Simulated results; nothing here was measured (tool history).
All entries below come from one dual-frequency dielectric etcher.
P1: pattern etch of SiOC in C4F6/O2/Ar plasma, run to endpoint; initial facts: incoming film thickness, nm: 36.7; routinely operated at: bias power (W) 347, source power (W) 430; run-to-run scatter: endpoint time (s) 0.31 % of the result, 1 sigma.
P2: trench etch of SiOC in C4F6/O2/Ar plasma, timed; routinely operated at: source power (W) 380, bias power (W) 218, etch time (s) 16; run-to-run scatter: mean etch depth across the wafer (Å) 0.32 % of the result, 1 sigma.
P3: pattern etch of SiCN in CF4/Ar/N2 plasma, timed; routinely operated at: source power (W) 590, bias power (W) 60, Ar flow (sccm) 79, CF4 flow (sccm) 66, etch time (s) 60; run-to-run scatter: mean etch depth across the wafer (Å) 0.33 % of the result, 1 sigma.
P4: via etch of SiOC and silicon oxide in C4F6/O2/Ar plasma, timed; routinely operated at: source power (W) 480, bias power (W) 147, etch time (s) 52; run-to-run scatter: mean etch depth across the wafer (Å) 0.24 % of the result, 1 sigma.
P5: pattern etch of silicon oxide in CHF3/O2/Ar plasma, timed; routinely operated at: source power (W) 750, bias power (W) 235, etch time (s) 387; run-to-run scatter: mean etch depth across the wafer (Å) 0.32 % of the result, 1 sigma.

| run | day | process that ran | bias power (W) | source power (W) | etch time (s) | Ar flow (sccm) | CF4 flow (sccm) | hours since the last wet clean | hours since the last bias power generator calibration | hours since the last source power generator calibration | endpoint time (s) | mean etch depth across the wafer (Å) |
|---|---|---|---|---|---|---|---|---|---|---|---|---|
| 1 | 0.529 | P1 | 347 | 430 |  |  |  | 316.5 | 1909.7 | 2808.6 | 14.07 |  |
| 2 | 1.108 | P1 | 347 | 430 |  |  |  | 330.4 | 1923.6 | 2822.5 | 14.059 |  |
| 3 | 1.738 | P2 | 303 | 380 | 16 |  |  | 345.5 | 1938.7 | 2837.6 |  | 390.17 |
| 4 | 2.046 | P1 | 467 | 310 |  |  |  | 352.9 | 1946.1 | 2845 | 14.261 |  |
| 5 | 2.512 | P1 | 347 | 430 |  |  |  | 364.1 | 1957.3 | 2856.2 | 14.055 |  |
| 6 | 3.125 | P5 | 235 | 750 | 387 |  |  | 378.8 | 1972 | 2870.9 |  | 8748 |
| 7 | 3.483 | P5 | 235 | 750 | 484.5 |  |  | 387.4 | 1980.6 | 2879.5 |  | 10899 |
| 8 | 4.071 | P3 | 60 | 590 | 79 | 79 | 66 | 401.5 | 1994.7 | 2893.6 |  | 824.02 |
| 9 | 4.596 | P1 | 347 | 430 |  |  |  | 414.1 | 2007.3 | 2906.2 | 14.117 |  |
| 10 | 5.096 | P1 | 347 | 260 |  |  |  | 426.1 | 2019.3 | 2918.2 | 16.954 |  |
| 11 | 5.471 | P1 | 257 | 430 |  |  |  | 435.1 | 2028.3 | 2927.2 | 15.574 |  |
| 12 | 5.938 | P2 | 218 | 380 | 16 |  |  | 446.3 | 2039.5 | 2938.4 |  | 348.84 |
| 13 | 6.4 | P3 | 60 | 590 | 60 | 95 | 66 | 457.4 | 2050.6 | 2949.5 |  | 614.53 |
| 14 | 6.883 | P5 | 235 | 750 | 387 |  |  | 469 | 2062.2 | 2961.1 |  | 8722.4 |
| 15 | 7.304 | P4 | 147 | 590 | 52 |  |  | 479.1 | 2072.3 | 2971.2 |  | 655.08 |
| 16 | 7.762 | P4 | 203 | 480 | 52 |  |  | 490.1 | 2083.3 | 2982.2 |  | 667.81 |
| 17 | 8.296 | P2 | 218 | 380 | 10.5 |  |  | 502.9 | 2096.1 | 2995 |  | 229.48 |
| 18 | 8.617 | P1 | 347 | 430 |  |  |  | 510.6 | 2103.8 | 3002.7 | 14.041 |  |
| 19 | 9 | P1 | 412 | 430 |  |  |  | 519.8 | 2113 | 3011.9 | 13.209 |  |
| 20 | 9.512 | P3 | 38 | 590 | 60 | 79 | 66 | 532.1 | 2125.3 | 3024.2 |  | 550.28 |
| 21 | 9.929 | P4 | 147 | 480 | 30.5 |  |  | 542.1 | 2135.3 | 3034.2 |  | 353.7 |
| 22 | 10.475 | P1 | 347 | 590 |  |  |  | 555.2 | 2148.4 | 3047.3 | 12.528 |  |
| 23 | 10.779 | P3 | 60 | 740 | 60 | 79 | 66 | 562.5 | 2155.7 | 3054.6 |  | 775.52 |
| 24 | 11.158 | P3 | 60 | 590 | 60 | 79 | 90 | 571.6 | 2164.8 | 3063.7 |  | 657.27 |
| 25 | 11.442 | P5 | 185 | 750 | 387 |  |  | 578.4 | 2171.6 | 3070.5 |  | 8044.4 |
| 26 | 11.946 | P3 | 60 | 590 | 60 | 79 | 66 | 590.5 | 2183.7 | 3082.6 |  | 635.28 |
| 27 | 12.342 | P5 | 235 | 540 | 387 |  |  | 600 | 2193.2 | 3092.1 |  | 7749.9 |
| 28 | 12.625 | P2 | 218 | 520 | 16 |  |  | 606.8 | 2200 | 3098.9 |  | 394.37 |
| 29 | 13.038 | P4 | 147 | 480 | 52 |  |  | 616.7 | 2209.9 | 3108.8 |  | 604.07 |
| 30 | 13.508 | P1 | 347 | 430 |  |  |  | 628 | 2221.2 | 3120.1 | 14.082 |  |
| 31 | 14.092 | P1 | 347 | 430 |  |  |  | 642 | 2235.2 | 3134.1 | 14.197 |  |
| 32 | 14.492 | P1 | 347 | 430 |  |  |  | 651.6 | 2244.8 | 3143.7 | 14.212 |  |
| 33 | 14.979 | P1 | 347 | 430 |  |  |  | 663.3 | 2256.5 | 3155.4 | 14.309 |  |
|  | 15.225 | wet clean of the chamber |
| 34 | 15.575 | P1 | 347 | 430 |  |  |  | 8.5 | 2270.8 | 3169.7 | 14.349 |  |
| 35 | 15.875 | P1 | 347 | 430 |  |  |  | 15.7 | 2278 | 3176.9 | 14.307 |  |
| 36 | 16.158 | P1 | 347 | 430 |  |  |  | 22.5 | 2284.8 | 3183.7 | 14.305 |  |
| 37 | 16.525 | P1 | 347 | 430 |  |  |  | 31.3 | 2293.6 | 3192.5 | 14.297 |  |

The output of P1 has drifted from where it used to be. Each of the 2 causes below, taken at the size shown beside it, accounts for the log equally well:
A: source power that arrives under what is set, % = 4.09
B: bias power that arrives under what is set, % = 4.38
The process output started creeping at around day 13.508.
The rest of the possible causes, and what rules out each one:
chamber walls in a state that lowers the etch rate, %: was serviced at day 15.225, once the creep was under way, yet the earlier output never came back

Below are 4 check runs, each averaged over 2 wafers, with their results shown as question marks. Which of them would give clearly different results depending on which cause is behind the drift?
| check 1 | 16.892 | P5 | 235 | 750 | 387 |  |  |  |  |  |  | ? |
| check 2 | 16.892 | P2 | 218 | 380 | 16 |  |  |  |  |  |  | ? |
| check 3 | 16.892 | P3 | 60 | 590 | 60 | 79 | 66 |  |  |  |  | ? |
| check 4 | 16.892 | P4 | 147 | 480 | 52 |  |  |  |  |  |  | ? |

If the cause were each of the candidates in turn, the checks would give the following:
| check | result | if A | if B |
|---|---|---|---|
| check 1 | mean etch depth across the wafer (Å) | 8607.1 | 8609.2 |
| check 2 | mean etch depth across the wafer (Å) | 343.71 | 344.16 |
| check 3 | mean etch depth across the wafer (Å) | 607.04 | 621.15 |
| check 4 | mean etch depth across the wafer (Å) | 593.88 | 595.62 |
Smallest distance between any two causes, each pair judged by its most separating result, in per cent: check 1 0.02 %; check 2 0.13 %; check 3 2.3 %; check 4 0.29 %
Of the check runs offered, only check 3 discriminates between the causes; the rest would read about the same regardless of which cause applies.

Check 3 was then run and gave: mean etch depth across the wafer (Å) 621.8. Which cause is it?

It was cause B: bias power that arrives under what is set, %.

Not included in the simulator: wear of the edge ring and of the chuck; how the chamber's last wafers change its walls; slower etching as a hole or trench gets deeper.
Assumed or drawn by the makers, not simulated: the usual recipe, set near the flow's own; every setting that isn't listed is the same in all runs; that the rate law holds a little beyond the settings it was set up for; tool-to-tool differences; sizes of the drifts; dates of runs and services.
